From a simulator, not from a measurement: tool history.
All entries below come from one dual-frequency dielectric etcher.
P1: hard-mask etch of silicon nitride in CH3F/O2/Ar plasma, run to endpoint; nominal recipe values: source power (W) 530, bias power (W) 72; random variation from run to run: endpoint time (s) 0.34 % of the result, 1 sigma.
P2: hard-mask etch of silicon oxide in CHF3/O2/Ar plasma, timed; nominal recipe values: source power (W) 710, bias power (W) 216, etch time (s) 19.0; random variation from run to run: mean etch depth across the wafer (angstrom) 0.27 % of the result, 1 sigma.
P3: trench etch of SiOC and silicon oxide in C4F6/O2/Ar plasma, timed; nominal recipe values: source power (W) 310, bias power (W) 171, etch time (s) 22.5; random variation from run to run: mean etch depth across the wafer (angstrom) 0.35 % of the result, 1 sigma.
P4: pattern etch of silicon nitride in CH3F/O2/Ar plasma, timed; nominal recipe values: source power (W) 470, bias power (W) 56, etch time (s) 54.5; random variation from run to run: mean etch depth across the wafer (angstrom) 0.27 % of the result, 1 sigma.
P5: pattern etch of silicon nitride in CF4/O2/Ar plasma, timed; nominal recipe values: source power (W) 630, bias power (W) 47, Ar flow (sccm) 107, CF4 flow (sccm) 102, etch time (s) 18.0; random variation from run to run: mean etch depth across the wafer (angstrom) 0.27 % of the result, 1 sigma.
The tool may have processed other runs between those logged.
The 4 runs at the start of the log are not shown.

| run | hour | process that ran | source power (W) | bias power (W) | etch time (s) | Ar flow (sccm) | CF4 flow (sccm) | hours since the last wet clean | hours since the last source power generator calibration | hours since the last bias power generator calibration | endpoint time (s) | mean etch depth across the wafer (angstrom) |
|---|---|---|---|---|---|---|---|---|---|---|---|---|
| 5 | 53.7 | P4 | 470 | 56 | 54.5 |  |  | 276.7 | 1259.3 | 2377.2 |  | 368.13 |
| 6 | 61.2 | P5 | 630 | 47 | 18.0 | 107 | 102 | 284.2 | 1266.8 | 2384.7 |  | 407.20 |
| 7 | 74.0 | P5 | 630 | 47 | 18.0 | 107 | 139 | 297.0 | 1279.6 | 2397.5 |  | 422.49 |
| 8 | 87.4 | P2 | 710 | 269 | 19.0 |  |  | 310.4 | 1293.0 | 2410.9 |  | 474.87 |
| 9 | 95.5 | P5 | 630 | 28 | 18.0 | 107 | 102 | 318.5 | 1301.1 | 2419.0 |  | 341.53 |
| 10 | 102.2 | P1 | 350 | 72 |  |  |  | 325.2 | 1307.8 | 2425.7 | 40.737 |  |
| 11 | 112.0 | P4 | 470 | 56 | 30.0 |  |  | 335.0 | 1317.6 | 2435.5 |  | 203.02 |
| 12 | 124.0 | P5 | 370 | 47 | 18.0 | 107 | 102 | 347.0 | 1329.6 | 2447.5 |  | 255.73 |
| 13 | 137.7 | P1 | 640 | 72 |  |  |  | 360.7 | 1343.3 | 2461.2 | 32.434 |  |
| 14 | 151.2 | P1 | 530 | 72 |  |  |  | 374.2 | 1356.8 | 2474.7 | 34.952 |  |
| 15 | 165.2 | P3 | 310 | 171 | 12.5 |  |  | 388.2 | 1370.8 | 2488.7 |  | 217.14 |
| 16 | 173.8 | P5 | 630 | 47 | 24.5 | 107 | 102 | 396.8 | 1379.4 | 2497.3 |  | 553.12 |
| 17 | 185.9 | P1 | 530 | 52 |  |  |  | 408.9 | 1391.5 | 2509.4 | 38.603 |  |
| 18 | 200.3 | P3 | 310 | 171 | 22.5 |  |  | 423.3 | 1405.9 | 2523.8 |  | 388.31 |
| 19 | 214.0 | P1 | 530 | 99 |  |  |  | 437.0 | 1419.6 | 2537.5 | 31.215 |  |
| 20 | 225.3 | P3 | 420 | 171 | 22.5 |  |  | 448.3 | 1430.9 | 2548.8 |  | 440.55 |
| 21 | 238.8 | P5 | 630 | 47 | 18.0 | 82 | 102 | 461.8 | 1444.4 | 2562.3 |  | 421.31 |
| 22 | 248.8 | P1 | 530 | 72 |  |  |  | 471.8 | 1454.4 | 2572.3 | 34.854 |  |
| 23 | 256.2 | P5 | 630 | 47 | 18.0 | 107 | 102 | 479.2 | 1461.8 | 2579.7 |  | 407.85 |
| 24 | 268.0 | P4 | 470 | 72 | 54.5 |  |  | 491.0 | 1473.6 | 2591.5 |  | 400.63 |

Predict the results of run 25:
| 25 | 282.5 | P3 | 310 | 100 | 22.5 |  |  | 505.5 | 1488.1 | 2606.0 |  | ? |

mean etch depth across the wafer (angstrom): 332.42

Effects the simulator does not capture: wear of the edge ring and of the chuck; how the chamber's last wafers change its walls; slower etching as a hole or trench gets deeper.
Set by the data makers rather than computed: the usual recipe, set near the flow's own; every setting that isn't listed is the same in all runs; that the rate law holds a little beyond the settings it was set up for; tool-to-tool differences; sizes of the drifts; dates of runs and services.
